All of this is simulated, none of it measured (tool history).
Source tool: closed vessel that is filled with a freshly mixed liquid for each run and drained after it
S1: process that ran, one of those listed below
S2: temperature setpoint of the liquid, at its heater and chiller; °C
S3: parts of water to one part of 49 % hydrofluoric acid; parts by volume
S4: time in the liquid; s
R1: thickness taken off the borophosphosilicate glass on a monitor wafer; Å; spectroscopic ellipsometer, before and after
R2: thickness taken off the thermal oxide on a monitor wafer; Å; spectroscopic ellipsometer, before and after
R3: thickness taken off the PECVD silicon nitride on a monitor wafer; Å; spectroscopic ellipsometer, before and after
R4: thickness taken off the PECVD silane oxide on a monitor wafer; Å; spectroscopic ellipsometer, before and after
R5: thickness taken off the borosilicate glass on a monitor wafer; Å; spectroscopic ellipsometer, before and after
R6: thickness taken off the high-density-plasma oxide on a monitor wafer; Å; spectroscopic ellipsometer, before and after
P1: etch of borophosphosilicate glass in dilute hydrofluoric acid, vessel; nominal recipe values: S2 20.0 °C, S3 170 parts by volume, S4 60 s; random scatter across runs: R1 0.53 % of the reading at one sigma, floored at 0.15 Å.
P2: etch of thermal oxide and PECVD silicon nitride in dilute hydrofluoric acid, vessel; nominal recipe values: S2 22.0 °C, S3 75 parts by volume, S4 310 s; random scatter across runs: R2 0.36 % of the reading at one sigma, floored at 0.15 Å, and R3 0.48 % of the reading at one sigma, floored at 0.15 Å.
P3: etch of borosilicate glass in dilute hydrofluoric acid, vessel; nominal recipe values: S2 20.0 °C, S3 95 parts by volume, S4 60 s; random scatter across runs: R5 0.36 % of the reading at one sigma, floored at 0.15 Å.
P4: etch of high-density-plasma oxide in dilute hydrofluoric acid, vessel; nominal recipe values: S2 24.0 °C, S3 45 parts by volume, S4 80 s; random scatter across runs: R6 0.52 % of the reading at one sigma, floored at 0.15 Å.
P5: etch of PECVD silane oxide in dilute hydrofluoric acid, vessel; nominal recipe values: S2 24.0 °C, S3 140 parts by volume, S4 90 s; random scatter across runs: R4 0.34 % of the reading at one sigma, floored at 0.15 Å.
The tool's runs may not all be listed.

| run | hour | S1 | S2 | S3 | S4 | R1 | R2 | R3 | R4 | R5 | R6 |
|---|---|---|---|---|---|---|---|---|---|---|---|
| 1 | 3.7 | P1 | 20.0 | 170 | 60 | 108.720 |  |  |  |  |  |
| 2 | 10.0 | P2 | 22.0 | 75 | 310 |  | 180.930 | 62.037 |  |  |  |
| 3 | 15.9 | P5 | 17.0 | 140 | 90 |  |  |  | 78.712 |  |  |
| 4 | 22.2 | P5 | 24.0 | 235 | 90 |  |  |  | 55.710 |  |  |
| 5 | 27.9 | P1 | 20.0 | 170 | 30 | 54.401 |  |  |  |  |  |
| 6 | 35.4 | P3 | 20.0 | 95 | 60 |  |  |  |  | 130.200 |  |
| 7 | 43.0 | P2 | 22.0 | 75 | 150 |  | 87.693 | 30.190 |  |  |  |
| 8 | 49.3 | P1 | 20.0 | 170 | 60 | 110.250 |  |  |  |  |  |
| 9 | 55.5 | P1 | 20.0 | 170 | 60 | 109.710 |  |  |  |  |  |
| 10 | 62.8 | P4 | 28.5 | 45 | 80 |  |  |  |  |  | 136.280 |
| 11 | 70.8 | P1 | 20.0 | 170 | 100 | 180.010 |  |  |  |  |  |
| 12 | 78.7 | P1 | 20.0 | 65 | 105 | 561.870 |  |  |  |  |  |
| 13 | 86.7 | P1 | 28.0 | 80 | 60 | 350.790 |  |  |  |  |  |
| 14 | 92.2 | P1 | 17.0 | 170 | 60 | 96.878 |  |  |  |  |  |
| 15 | 97.2 | P2 | 22.0 | 75 | 310 |  | 179.440 | 62.208 |  |  |  |
| 16 | 103.9 | P2 | 22.0 | 20 | 310 |  | 721.060 | 223.600 |  |  |  |
| 17 | 109.7 | P3 | 20.0 | 30 | 60 |  |  |  |  | 444.290 |  |
| 18 | 116.0 | P4 | 24.0 | 45 | 30 |  |  |  |  |  | 42.929 |
| 19 | 120.3 | P5 | 24.0 | 140 | 175 |  |  |  | 201.380 |  |  |
| 20 | 124.3 | P4 | 24.0 | 45 | 80 |  |  |  |  |  | 114.500 |
|  | 126.0 | hydrofluoric acid flow meter replaced |
| 21 | 129.7 | P3 | 17.0 | 95 | 60 |  |  |  |  | 114.300 |  |
| 22 | 134.7 | P3 | 20.0 | 95 | 30 |  |  |  |  | 65.004 |  |
| 23 | 138.4 | P5 | 24.0 | 140 | 90 |  |  |  | 103.700 |  |  |
| 24 | 145.2 | P4 | 24.0 | 45 | 80 |  |  |  |  |  | 113.670 |
| 25 | 150.4 | P1 | 20.0 | 240 | 60 | 72.164 |  |  |  |  |  |
| 26 | 158.8 | P1 | 28.0 | 105 | 60 | 259.460 |  |  |  |  |  |
| 27 | 163.6 | P1 | 27.0 | 170 | 60 | 141.420 |  |  |  |  |  |

For run 28, what comes out?
| 28 | 167.7 | P1 | 20.0 | 60 | 60 | ? |  |  |  |  |  |

{"run 28": {"R1": 345.86}}
